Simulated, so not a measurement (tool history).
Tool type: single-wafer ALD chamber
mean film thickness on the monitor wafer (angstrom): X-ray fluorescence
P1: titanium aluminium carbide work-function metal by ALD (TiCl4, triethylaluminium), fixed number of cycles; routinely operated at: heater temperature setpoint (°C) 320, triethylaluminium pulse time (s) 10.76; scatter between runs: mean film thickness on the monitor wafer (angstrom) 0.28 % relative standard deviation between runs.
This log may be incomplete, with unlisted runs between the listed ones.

| run | day | heater temperature setpoint (°C) | triethylaluminium pulse time (s) | hours since the last thermocouple change | hours since the last triethylaluminium bottle change | mean film thickness on the monitor wafer (angstrom) |
|---|---|---|---|---|---|---|
| 1 | 0.583 | 320 | 10.76 | 1452.3 | 598.5 | 21.76 |
| 2 | 1.012 | 320 | 10.76 | 1462.6 | 608.8 | 21.853 |
| 3 | 1.346 | 320 | 15.33 | 1470.6 | 616.8 | 22.274 |
| 4 | 1.767 | 296 | 10.76 | 1480.7 | 626.9 | 19.639 |
| 5 | 2.329 | 339 | 15.36 | 1494.2 | 640.4 | 23.904 |
| 6 | 2.896 | 307 | 5.07 | 1507.8 | 654 | 17.474 |
| 7 | 3.225 | 320 | 10.76 | 1515.7 | 661.9 | 21.641 |
| 8 | 3.512 | 320 | 10.76 | 1522.6 | 668.8 | 21.776 |
| 9 | 4.042 | 320 | 10.76 | 1535.3 | 681.5 | 21.661 |
| 10 | 4.312 | 320 | 10.76 | 1541.8 | 688 | 21.767 |
| 11 | 4.825 | 320 | 5.7 | 1554.1 | 700.3 | 19.11 |
| 12 | 5.362 | 345 | 10.76 | 1567 | 713.2 | 24 |
| 13 | 5.925 | 320 | 10.76 | 1580.5 | 726.7 | 21.676 |
| 14 | 6.462 | 320 | 10.76 | 1593.4 | 739.6 | 21.668 |
| 15 | 6.938 | 320 | 10.76 | 1604.8 | 751 | 21.682 |
| 16 | 7.212 | 320 | 10.76 | 1611.4 | 757.6 | 21.616 |

Run 17 comes next. What will it give?
| 17 | 7.496 | 320 | 10.76 | 1618.2 | 764.4 | ? |

Run 17 came out at mean film thickness on the monitor wafer (angstrom) 21.487.
